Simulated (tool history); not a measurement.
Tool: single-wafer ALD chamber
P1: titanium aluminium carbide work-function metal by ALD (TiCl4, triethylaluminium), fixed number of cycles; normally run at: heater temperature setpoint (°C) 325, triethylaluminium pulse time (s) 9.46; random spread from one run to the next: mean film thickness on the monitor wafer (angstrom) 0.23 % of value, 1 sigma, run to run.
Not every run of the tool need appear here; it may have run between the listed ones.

run  hour  heater temperature setpoint (°C)  triethylaluminium pulse time (s)  hours since the last thermocouple change  hours since the last triethylaluminium bottle change  mean film thickness on the monitor wafer (angstrom)
  1   3.8                               325                              9.46                                     908.3                                                 313.1                                               21.831
  2   9.2                               349                              9.46                                     913.7                                                 318.5                                               23.937
  3  14.9                               325                              9.46                                     919.4                                                 324.2                                               21.863
  4  19.6                               325                             14.55                                     924.1                                                 328.9                                               22.604
  5  23.4                               325                              3.26                                     927.9                                                 332.7                                               15.361
  6  27.0                               325                              9.46                                     931.5                                                 336.3                                               21.783
  7  31.5                               346                             12.08                                     936.0                                                 340.8                                               24.300
  8  35.8                               341                              3.54                                     940.3                                                 345.1                                               17.032
  9  39.9                               304                              9.46                                     944.4                                                 349.2                                               20.008
 10  43.0                               325                              9.46                                     947.5                                                 352.3                                               21.896
 11  48.7                               325                              9.46                                     953.2                                                 358.0                                               21.805
 12  53.8                               325                              9.46                                     958.3                                                 363.1                                               21.910
 13  56.5                               325                              9.46                                     961.0                                                 365.8                                               21.807
 14  59.6                               325                              9.46                                     964.1                                                 368.9                                               21.711
 15  63.4                               325                              9.46                                     967.9                                                 372.7                                               21.632
 16  69.0                               325                              9.46                                     973.5                                                 378.3                                               21.561
 17  75.2                               325                              9.46                                     979.7                                                 384.5                                               21.534
 18  81.2                               325                              9.46                                     985.7                                                 390.5                                               21.535
 19  84.3                               325                              9.46                                     988.8                                                 393.6                                               21.434
 20  89.5                               325                              9.46                                     994.0                                                 398.8                                               21.444

P1 has crept away from where it was. The log is fitted equally well by each of these 2 causes, at the sizes shown:
A: triethylaluminium dose below that of a fresh bottle (%) = 12
B: wafer temperature below the value expected at the setpoint (K) = 4.81
The process output started creeping at around hour 56.5.

Each of the 4 check runs below uses one wafer; its results are left as question marks. Which run tells the causes apart?
check 1  94.7                               315                              9.46                                                                                                                                                    ?
check 2  94.7                               346                              9.46                                                                                                                                                    ?
check 3  94.7                               306                              9.46                                                                                                                                                    ?
check 4  94.7                               325                              4.24                                                                                                                                                    ?

Expected result of each check under each candidate cause:
  check                                               result    if A    if B
check 1  mean film thickness on the monitor wafer (angstrom)  20.595  20.579
check 2  mean film thickness on the monitor wafer (angstrom)  23.255  23.284
check 3  mean film thickness on the monitor wafer (angstrom)  19.832  19.805
check 4  mean film thickness on the monitor wafer (angstrom)  16.456  17.132
Separation of the two closest causes in each check, using whichever result separates them best: check 1 0.07 %; check 2 0.12 %; check 3 0.14 %; check 4 4.03 %
Check 4 tells the causes apart: in the others they would give nearly the same result.

Check 4 was then run and gave: mean film thickness on the monitor wafer (angstrom) 16.448. Which cause is it?

The cause is A: triethylaluminium dose below that of a fresh bottle (%).
